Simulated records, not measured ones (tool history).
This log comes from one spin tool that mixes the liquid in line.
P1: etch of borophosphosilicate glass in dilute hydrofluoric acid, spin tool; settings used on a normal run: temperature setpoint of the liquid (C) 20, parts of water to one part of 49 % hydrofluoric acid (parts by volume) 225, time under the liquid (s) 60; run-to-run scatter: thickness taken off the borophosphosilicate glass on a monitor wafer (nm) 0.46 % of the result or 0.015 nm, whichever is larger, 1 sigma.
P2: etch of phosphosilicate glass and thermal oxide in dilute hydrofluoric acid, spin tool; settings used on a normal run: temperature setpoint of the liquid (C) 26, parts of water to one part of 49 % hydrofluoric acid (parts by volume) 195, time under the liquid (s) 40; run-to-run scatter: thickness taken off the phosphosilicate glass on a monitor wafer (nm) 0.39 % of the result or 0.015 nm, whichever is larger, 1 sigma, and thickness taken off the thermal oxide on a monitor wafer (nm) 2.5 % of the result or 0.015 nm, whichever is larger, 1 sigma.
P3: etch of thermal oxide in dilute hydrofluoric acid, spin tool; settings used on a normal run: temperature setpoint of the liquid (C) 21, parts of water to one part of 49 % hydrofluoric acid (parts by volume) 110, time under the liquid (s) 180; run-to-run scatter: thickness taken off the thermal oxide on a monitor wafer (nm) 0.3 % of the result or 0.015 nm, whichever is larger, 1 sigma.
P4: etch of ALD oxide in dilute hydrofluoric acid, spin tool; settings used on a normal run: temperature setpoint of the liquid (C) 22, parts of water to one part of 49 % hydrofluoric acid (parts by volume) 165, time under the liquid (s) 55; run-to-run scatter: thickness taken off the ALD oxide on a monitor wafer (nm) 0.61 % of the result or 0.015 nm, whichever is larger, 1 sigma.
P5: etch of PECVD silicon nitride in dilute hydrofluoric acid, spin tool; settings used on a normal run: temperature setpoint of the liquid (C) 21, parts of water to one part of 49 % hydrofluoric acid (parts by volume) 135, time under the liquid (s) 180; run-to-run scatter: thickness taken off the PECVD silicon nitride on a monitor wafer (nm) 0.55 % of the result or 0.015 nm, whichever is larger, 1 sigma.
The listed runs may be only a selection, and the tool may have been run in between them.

run,hour,process that ran,temperature setpoint of the liquid (C),parts of water to one part of 49 % hydrofluoric acid (parts by volume),time under the liquid (s),thickness taken off the borophosphosilicate glass on a monitor wafer (nm),thickness taken off the thermal oxide on a monitor wafer (nm),thickness taken off the ALD oxide on a monitor wafer (nm),thickness taken off the PECVD silicon nitride on a monitor wafer (nm),thickness taken off the phosphosilicate glass on a monitor wafer (nm)
1,11.1,P1,20,225,60,7.816,,,,
2,17,P1,20,225,95,12.42,,,,
3,28.2,P3,26,110,180,,8.2527,,,
4,37.9,P4,22,165,15,,,1.1454,,
5,48.5,P1,27.5,225,60,10.341,,,,
6,59.2,P5,21,225,180,,,,2.7264,
7,70,P2,34,195,40,,1.2152,,,15.278
8,79.5,P1,20,225,60,7.858,,,,
9,87.3,P5,21,135,260,,,,6.4896,
10,98.7,P1,20,225,60,7.872,,,,
11,107.4,P1,20,80,60,25.26,,,,
12,118.4,P4,17,165,55,,,3.4584,,
13,129.8,P5,21,135,180,,,,4.4943,
14,139.4,P4,22,50,55,,,15.813,,
15,148.6,P2,26,195,40,,0.90572,,,11.534
16,159.5,P5,17,135,180,,,,3.4472,
17,164.7,P1,20,225,15,1.9412,,,,
18,171.3,P1,20,345,25,1.9045,,,,
19,178.5,P3,21,190,180,,3.6236,,,
20,187.3,P2,26,195,40,,0.87262,,,11.606
21,196.8,P4,22,165,55,,,4.1796,,
22,202.8,P1,20,345,60,4.5889,,,,
23,209.1,P3,21,110,180,,6.7995,,,
24,218,P1,20,225,60,7.8622,,,,
25,226.8,P3,21,110,70,,2.6616,,,
26,234.5,P4,22,165,55,,,4.1924,,
27,245.7,P1,17,225,60,6.8994,,,,
28,253.1,P1,27.5,320,60,6.4912,,,,
29,258.6,P2,26,35,40,,5.8574,,,79.186
30,269,P2,26,195,15,,0.33018,,,4.3524
31,277.1,P1,20,225,60,7.8558,,,,
32,284.2,P1,20,225,60,7.5736,,,,
33,296,P1,20,225,60,7.3949,,,,
34,303.5,P1,20,225,60,7.2678,,,,
35,311.1,P1,20,225,60,7.283,,,,
36,319,P1,20,225,60,7.2471,,,,
37,325.3,P1,20,225,60,7.2526,,,,
38,334.5,P1,20,225,60,7.2546,,,,

Compared with where it was, what P1 gives has crept away. Each cause listed below fits the log as well as the rest, at the size given for it:
A: hydrofluoric acid flow below the setpoint (%) = 6.19
B: liquid colder than its thermometer reads (K) = 2.03
The gradual shift began around hour 277.1.

Which of the 4 check runs listed below separates the causes, so that each cause would produce a clearly different result? Each run uses one wafer, and its results are marked with question marks.
check 1,343.7,P2,26,195,15,,?,,,?
check 2,343.7,P4,18.5,165,15,,,?,,
check 3,343.7,P3,21,155,180,,?,,,
check 4,343.7,P5,21,180,240,,,,?,

If the cause were each of the candidates in turn, the checks would give the following:
check,result,if A,if B
check 1,thickness taken off the thermal oxide on a monitor wafer (nm),0.30834,0.30954
check 1,thickness taken off the phosphosilicate glass on a monitor wafer (nm),4.0215,4.0372
check 2,thickness taken off the ALD oxide on a monitor wafer (nm),0.92472,0.91778
check 3,thickness taken off the thermal oxide on a monitor wafer (nm),4.2623,4.2374
check 4,thickness taken off the PECVD silicon nitride on a monitor wafer (nm),4.2581,3.9632
Minimum pairwise separation of causes per check, each pair taken at its best-separating result: check 1 0.39 %; check 2 0.75 %; check 3 0.59 %; check 4 7.18 %
The other checks would show nearly matching results whichever cause is true, so check 4 is the only one that separates the causes.

Running check 4 produced the following: thickness taken off the PECVD silicon nitride on a monitor wafer (nm) 4.2429. Which one of the listed causes fits?

The cause is A: hydrofluoric acid flow below the setpoint (%).
